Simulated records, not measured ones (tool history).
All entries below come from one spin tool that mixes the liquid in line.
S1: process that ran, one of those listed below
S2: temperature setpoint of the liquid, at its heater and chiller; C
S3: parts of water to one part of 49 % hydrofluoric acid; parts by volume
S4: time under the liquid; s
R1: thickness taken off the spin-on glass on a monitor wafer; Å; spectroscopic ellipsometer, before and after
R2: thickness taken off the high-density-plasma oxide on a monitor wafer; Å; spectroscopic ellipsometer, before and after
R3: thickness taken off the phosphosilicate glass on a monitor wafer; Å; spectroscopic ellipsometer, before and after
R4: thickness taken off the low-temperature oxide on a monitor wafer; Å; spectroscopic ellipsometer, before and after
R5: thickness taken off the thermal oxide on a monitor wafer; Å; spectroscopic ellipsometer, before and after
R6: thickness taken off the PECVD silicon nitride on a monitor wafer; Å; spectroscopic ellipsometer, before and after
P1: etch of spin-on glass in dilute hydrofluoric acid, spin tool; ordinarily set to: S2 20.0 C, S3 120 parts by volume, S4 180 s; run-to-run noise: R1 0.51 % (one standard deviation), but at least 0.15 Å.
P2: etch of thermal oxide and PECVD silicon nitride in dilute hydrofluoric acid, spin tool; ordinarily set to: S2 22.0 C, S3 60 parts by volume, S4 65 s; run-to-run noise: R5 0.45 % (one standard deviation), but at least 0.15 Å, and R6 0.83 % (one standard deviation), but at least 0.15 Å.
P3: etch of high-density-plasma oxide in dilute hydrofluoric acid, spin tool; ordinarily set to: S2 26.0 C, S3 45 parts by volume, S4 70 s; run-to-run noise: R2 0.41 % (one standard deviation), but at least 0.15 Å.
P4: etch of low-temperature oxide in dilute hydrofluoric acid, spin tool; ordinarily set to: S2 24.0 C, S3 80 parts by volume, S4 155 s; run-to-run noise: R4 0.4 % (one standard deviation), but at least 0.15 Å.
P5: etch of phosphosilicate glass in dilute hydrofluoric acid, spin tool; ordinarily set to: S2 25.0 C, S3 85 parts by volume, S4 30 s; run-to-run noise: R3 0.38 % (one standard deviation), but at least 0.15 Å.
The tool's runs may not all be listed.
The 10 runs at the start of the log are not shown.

run	hour	S1	S2	S3	S4	R1	R2	R3	R4	R5	R6
11	39.5	P2	22.0	60	65					48.512	24.976
12	42.1	P1	20.0	120	100	228.81					
13	46.9	P2	22.0	30	65					101.020	48.725
14	50.6	P2	17.0	60	65					39.365	17.384
15	53.6	P5	25.0	85	15			210.98			
16	56.7	P1	20.0	120	285	643.63					
17	60.6	P1	20.0	25	180	2189.50					
18	63.9	P1	23.5	25	180	2537.30					
# hour 65.7: thermometer replaced
19	67.2	P1	20.0	220	180	201.48					
20	71.9	P3	29.5	45	70		105.210				
21	76.2	P3	26.0	45	70		91.072				
22	80.7	P1	20.0	120	180	408.08					
23	85.5	P5	25.0	25	30			1557.30			
24	87.9	P1	20.0	120	180	404.63					
25	92.3	P2	22.0	60	120					89.083	45.969

Forecast run 26:
26	95.9	P1	20.0	120	180	?					

{"run 26": {"R1": 409.75}}

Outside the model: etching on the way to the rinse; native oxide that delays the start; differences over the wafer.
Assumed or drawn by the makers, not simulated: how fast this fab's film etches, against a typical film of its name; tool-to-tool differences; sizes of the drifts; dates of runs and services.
